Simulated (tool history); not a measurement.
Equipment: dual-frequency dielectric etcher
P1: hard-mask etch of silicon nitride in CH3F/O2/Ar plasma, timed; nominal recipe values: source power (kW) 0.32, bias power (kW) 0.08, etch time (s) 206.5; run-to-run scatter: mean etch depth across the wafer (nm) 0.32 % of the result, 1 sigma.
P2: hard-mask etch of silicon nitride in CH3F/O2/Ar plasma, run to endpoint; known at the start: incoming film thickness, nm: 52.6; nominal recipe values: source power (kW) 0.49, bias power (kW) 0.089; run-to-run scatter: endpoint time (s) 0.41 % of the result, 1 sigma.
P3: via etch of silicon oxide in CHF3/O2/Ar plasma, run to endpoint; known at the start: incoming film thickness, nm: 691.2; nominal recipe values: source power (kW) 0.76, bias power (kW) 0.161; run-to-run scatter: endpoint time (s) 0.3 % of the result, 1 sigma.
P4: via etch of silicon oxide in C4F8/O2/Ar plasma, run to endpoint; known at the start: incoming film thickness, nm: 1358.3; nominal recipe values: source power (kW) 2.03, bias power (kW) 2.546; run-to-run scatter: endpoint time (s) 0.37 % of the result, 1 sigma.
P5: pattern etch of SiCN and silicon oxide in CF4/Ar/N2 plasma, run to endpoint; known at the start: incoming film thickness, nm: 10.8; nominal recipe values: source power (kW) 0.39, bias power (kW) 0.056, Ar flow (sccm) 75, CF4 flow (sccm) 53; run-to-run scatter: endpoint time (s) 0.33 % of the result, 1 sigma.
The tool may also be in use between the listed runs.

run,hour,process that ran,source power (kW),bias power (kW),etch time (s),Ar flow (sccm),CF4 flow (sccm),mean etch depth across the wafer (nm),endpoint time (s)
1,14.2,P1,0.32,0.08,206.5,,,136.76,
2,27.2,P1,0.32,0.08,125.5,,,83.157,
3,40.3,P1,0.32,0.08,206.5,,,136.44,
4,56.2,P1,0.38,0.08,285,,,200.64,
5,68,P4,2.03,1.599,,,,,278.98
6,81.5,P3,0.76,0.161,,,,,328.32
7,97.3,P1,0.32,0.047,206.5,,,114.75,
8,109.2,P4,2.03,2.546,,,,,246.09
9,118.2,P5,0.39,0.056,,75,37,,16.129
10,130.6,P5,0.39,0.056,,75,53,,15.119
11,146.7,P1,0.19,0.08,206.5,,,112.37,
12,159.7,P2,0.49,0.12,,,,,58.916
13,174.8,P1,0.32,0.08,206.5,,,136.08,
14,183.1,P5,0.5,0.056,,75,53,,12.161
15,196.1,P1,0.32,0.059,154,,,91.759,
16,205.1,P3,0.76,0.161,,,,,330.32
17,220.6,P1,0.32,0.08,206.5,,,136.61,
18,230,P5,0.39,0.036,,75,53,,17.397
19,239.7,P1,0.32,0.08,206.5,,,135.63,
20,247.8,P1,0.32,0.109,155,,,115.02,
21,264.4,P3,1.03,0.161,,,,,294.08
22,280.1,P1,0.42,0.08,206.5,,,150.91,
23,291.7,P5,0.39,0.056,,54,53,,14.477
24,308.5,P1,0.32,0.08,253.5,,,167.93,
25,322,P4,1.5,2.546,,,,,276.95
26,337.1,P3,0.76,0.1,,,,,382.94
27,345.9,P2,0.64,0.089,,,,,58.99
28,356.5,P2,0.49,0.089,,,,,65.262
29,365.1,P1,0.32,0.102,206.5,,,148.56,
30,381.5,P1,0.32,0.08,206.5,,,137.12,
31,395,P1,0.32,0.08,206.5,,,136.76,
32,403.2,P1,0.32,0.08,206.5,,,135.42,
33,414.4,P1,0.32,0.08,206.5,,,134.54,
34,422.1,P1,0.32,0.08,206.5,,,134.31,
35,431.8,P1,0.32,0.08,206.5,,,135.27,
# hour 432.5: wet clean of the chamber
36,441.7,P1,0.32,0.08,206.5,,,134.67,
37,449.6,P1,0.32,0.08,206.5,,,133.89,
38,458.6,P1,0.32,0.08,206.5,,,134.18,
39,474.9,P1,0.32,0.08,206.5,,,134.75,
40,484.7,P1,0.32,0.08,206.5,,,134.59,

Compared with where it was, what P1 gives has crept away. Each cause listed below fits the log as well as the rest, at the size given for it:
A: bias power that arrives under what is set, % = 4.76
B: source power that arrives under what is set, % = 4.52
The drift started at roughly hour 381.5.
Why every other cause is out:
chamber walls in a state that lowers the etch rate, %: serviced at hour 432.5, which brought nothing back

4 check runs are offered, one wafer each, their results left as question marks. Which one tells the causes apart?
check 1,494.5,P5,0.39,0.056,,75,53,,?
check 2,494.5,P4,2.03,2.546,,,,,?
check 3,494.5,P3,0.76,0.161,,,,,?
check 4,494.5,P2,0.49,0.089,,,,,?

Check results expected under each cause:
check,result,if A,if B
check 1,endpoint time (s),15.422,15.82
check 2,endpoint time (s),248.1,249
check 3,endpoint time (s),335.37,336.12
check 4,endpoint time (s),66.424,66.439
Per check, the gap between the least separated pair of causes, taken in the result that splits them most: check 1 2.54 %; check 2 0.36 %; check 3 0.22 %; check 4 0.02 %
Of the check runs offered, only check 1 discriminates between the causes; the rest would read about the same regardless of which cause applies.

Check 1 was then run and gave: endpoint time (s) 15.339. Which cause is it?

It is A: bias power that arrives under what is set, %.

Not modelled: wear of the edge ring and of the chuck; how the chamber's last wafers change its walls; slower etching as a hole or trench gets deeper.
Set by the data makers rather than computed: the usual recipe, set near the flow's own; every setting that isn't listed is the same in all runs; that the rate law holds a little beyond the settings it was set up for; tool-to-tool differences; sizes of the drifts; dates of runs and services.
